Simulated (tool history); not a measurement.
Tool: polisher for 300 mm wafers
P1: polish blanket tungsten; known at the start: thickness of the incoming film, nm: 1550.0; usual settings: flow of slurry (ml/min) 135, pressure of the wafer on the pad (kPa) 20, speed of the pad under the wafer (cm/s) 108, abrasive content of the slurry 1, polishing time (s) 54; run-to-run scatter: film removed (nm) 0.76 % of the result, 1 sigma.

run   hour  flow of slurry (ml/min)  pressure of the wafer on the pad (kPa)  speed of the pad under the wafer (cm/s)  abrasive content of the slurry  polishing time (s)  wafers polished on this pad  hours since the slurry nozzle was cleaned  hours since the head pressure was calibrated  hours since the slurry blender was calibrated  hours since the slurry got fresh peroxide  film removed (nm)
  1   12.8                      135                                      20                                      108                               1                  54                          644                                        458                                           207                                          307.1                                       36.3             197.97
  2   23.6                      135                                      20                                      108                               1                  54                          767                                      468.8                                         217.8                                          317.9                                       47.1             198.47
  3   29.7                      135                                      20                                      108                               1                  54                          837                                      474.9                                         223.9                                            324                                       53.2             201.43
  4   42.9                      135                                      20                                      108                               1                  70                          987                                      488.1                                         237.1                                          337.2                                       66.4             259.24
  5   49.4                      135                                      20                                      162                               1                  54                         1061                                      494.6                                         243.6                                          343.7                                       72.9              300.6
  6   55.1                      135                                      20                                      108                               1                  54                         1125                                      500.3                                         249.3                                          349.4                                       78.6             201.52
  7   61.5                       95                                      20                                       66                               1                  54                         1198                                      506.7                                         255.7                                          355.8                                         85             113.38
  8   70.8                      135                                    26.9                                      108                               1                  54                         1304                                        516                                           265                                          365.1                                       94.3              267.3
  9   82.5                      135                                      20                                      108                            0.55                  54                         1437                                      527.7                                         276.7                                          376.8                                        106              175.2
 10   89.4                      135                                     9.7                                      108                               1                  54                         1516                                      534.6                                         283.6                                          383.7                                      112.9             96.905
      99.7  -- slurry nozzle cleaned
 11  101.4                      185                                      20                                      108                            1.45                  54                         1652                                        1.8                                         295.6                                          395.7                                      124.9             230.59
 12  111.9                       80                                      20                                      108                               1                  54                         1771                                       12.3                                         306.1                                          406.2                                      135.4             177.04
 13  125.1                      135                                      20                                      108                               1                  54                         1921                                       25.5                                         319.3                                          419.4                                      148.6              199.4
 14  134.6                      135                                      20                                       56                               1                  54                         2030                                         35                                         328.8                                          428.9                                      158.1             102.84
 15  141.7                      135                                      20                                      108                               1                  29                         2110                                       42.1                                         335.9                                            436                                      165.2             107.59
 16  151.7                      180                                      20                                      108                               1                  54                         2224                                       52.1                                         345.9                                            446                                      175.2              208.4
 17  162.5                      135                                      20                                      108                            1.35                  54                         2347                                       62.9                                         356.7                                          456.8                                        186             212.52
 18    175                      135                                      20                                      158                               1                  71                         2489                                       75.4                                         369.2                                          469.3                                      198.5             387.33
 19  185.8                      135                                      20                                      108                               1                  54                         2612                                       86.2                                           380                                          480.1                                      209.3             201.59

Forecast run 20:
 20   197                      135                                      20                                      108                               1                  54                         2739                                       97.4                                         391.2                                          491.3                                      220.5                  ?

Run 20 gave film removed (nm) 192.74.

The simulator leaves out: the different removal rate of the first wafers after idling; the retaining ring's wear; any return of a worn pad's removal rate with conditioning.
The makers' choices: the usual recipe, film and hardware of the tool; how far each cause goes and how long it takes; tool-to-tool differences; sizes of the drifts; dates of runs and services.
